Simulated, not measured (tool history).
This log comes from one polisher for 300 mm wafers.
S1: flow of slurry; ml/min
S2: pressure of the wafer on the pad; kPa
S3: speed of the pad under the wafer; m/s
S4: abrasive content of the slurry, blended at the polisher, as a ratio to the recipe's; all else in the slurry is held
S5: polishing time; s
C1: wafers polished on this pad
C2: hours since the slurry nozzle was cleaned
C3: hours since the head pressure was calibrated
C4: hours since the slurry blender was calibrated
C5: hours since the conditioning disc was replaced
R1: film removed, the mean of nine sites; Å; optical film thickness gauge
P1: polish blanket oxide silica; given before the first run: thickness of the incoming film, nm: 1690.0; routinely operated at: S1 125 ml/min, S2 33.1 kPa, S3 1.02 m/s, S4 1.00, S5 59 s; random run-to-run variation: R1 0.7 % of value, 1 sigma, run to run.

run    day   S1    S2    S3    S4  S5    C1     C2     C3     C4     C5      R1
  1  0.242  125  33.1  1.02  1.00  59   186   41.3  228.4   66.8  188.7  2138.1
  2  0.688  125  33.1  1.02  1.00  59   357   52.0  239.1   77.5  199.4  2108.8
  3  1.104  125  42.1  1.02  1.00  59   517   62.0  249.1   87.5  209.4  2698.5
  4  1.412  125  33.1  1.02  1.00  42   635   69.4  256.5   94.9  216.8  1497.8
  5  1.667  125  33.1  1.58  1.00  59   732   75.5  262.6  101.0  222.9  3024.2
  6  1.883  125  33.1  1.02  1.45  59   815   80.7  267.8  106.2  228.1  2460.7
  7  2.133  125  16.5  1.02  1.00  59   911   86.7  273.8  112.2  234.1  1074.4
  8  2.471   75  33.1  1.02  1.00  59  1040   94.8  281.9  120.3  242.2  1876.6
  9  2.700  125  33.1  1.02  1.00  79  1127  100.3  287.4  125.8  247.7  2839.6
 10  3.192  125  33.1  1.02  0.70  59  1316  112.1  299.2  137.6  259.5  1766.6
 11  3.588  125  33.1  1.02  1.00  59  1467  121.6  308.7  147.1  269.0  2135.3
 12  3.946  125  44.8  0.70  1.00  59  1604  130.2  317.3  155.7  277.6  2154.2
 13  4.367  125  33.1  1.02  1.00  59  1765  140.3  327.4  165.8  287.7  2132.7
 14  4.854  190  33.1  1.02  1.00  59  1952  152.0  339.1  177.5  299.4  2312.4
 15  5.200  125  33.1  1.02  1.00  59  2084  160.3  347.4  185.8  307.7  2104.9
 16  5.492  125  33.1  1.02  1.00  59  2196  167.3  354.4  192.8  314.7  2130.3
 17  5.917  125  33.1  1.02  1.00  59  2359  177.5  364.6  203.0  324.9  2093.7
 18  6.275  125  33.1  0.50  1.00  59  2496  186.1  373.2  211.6  333.5  1211.2
 19  6.529  125  33.1  1.02  1.00  59  2593  192.2  379.3  217.7  339.6  2102.9
 20  7.021  125  33.1  1.02  1.00  59  2781  204.0  391.1  229.5  351.4  2033.3
 21  7.275  125  33.1  1.02  1.00  59  2879  210.1  397.2  235.6  357.5  1993.0
     7.288  -- worn pad replaced by a new one
     7.421  -- slurry blender recalibrated
 22  7.533  125  33.1  1.02  1.00  59    94  216.3  403.4    2.7  363.7  1949.8
 23  7.792  125  33.1  1.02  1.00  59   193  222.5  409.6    8.9  369.9  1972.2
     7.817  -- conditioning disc replaced and pad reconditioned
 24  8.167  125  33.1  1.02  1.00  59   336  231.5  418.6   17.9    8.5  1897.9
 25  8.479  125  33.1  1.02  1.00  59   456  239.0  426.1   25.4   16.0  1928.2

What P1 gives has crept off from where it sat before. The 2 causes that follow fit the log equally well, each at the size noted:
A: head's pressure below its setpoint, % = 9.51
B: slurry flow missing at the pad, % = 33.5
Creep in the process output first set in at about day 6.529.
Ruled out, with reasons:
removal rate lost through wear of the pad, %: was serviced at day 7.288, once the creep was under way, yet the earlier output never came back
abrasive missing from the slurry, %: was serviced at day 7.421, once the creep was under way, yet the earlier output never came back
time polished since the conditioner stopped cutting, s: was serviced at day 7.817, once the creep was under way, yet the earlier output never came back

Below are 4 check runs, each on a single wafer, with their results shown as question marks. Which of them would tell the listed causes apart, meaning the causes would give clearly different results under it?
check 1  8.792  125  25.5  1.26  1.00  59                       ?
check 2  8.792  125  33.1  1.02  1.40  59                       ?
check 3  8.792   75  33.1  1.02  1.00  59                       ?
check 4  8.792  125  23.4  1.02  1.00  59                       ?

Predicted outcomes, by check and by cause:
  check  result    if A    if B
check 1      R1  1753.4  1753.9
check 2      R1  2207.7  2208.2
check 3      R1  1685.2  1597.1
check 4      R1  1360.7  1361.0
Per-check spread between the two closest causes, in the result where they differ most: check 1 0.02 %; check 2 0.02 %; check 3 5.37 %; check 4 0.02 %
Only in check 3 would the causes give clearly different results; in the remaining checks their results would be nearly the same.

Check 3 has now been run. It gave: R1 1578.1 Å. Which of the candidate causes is it?

The correct cause is B, namely: slurry flow missing at the pad, %.
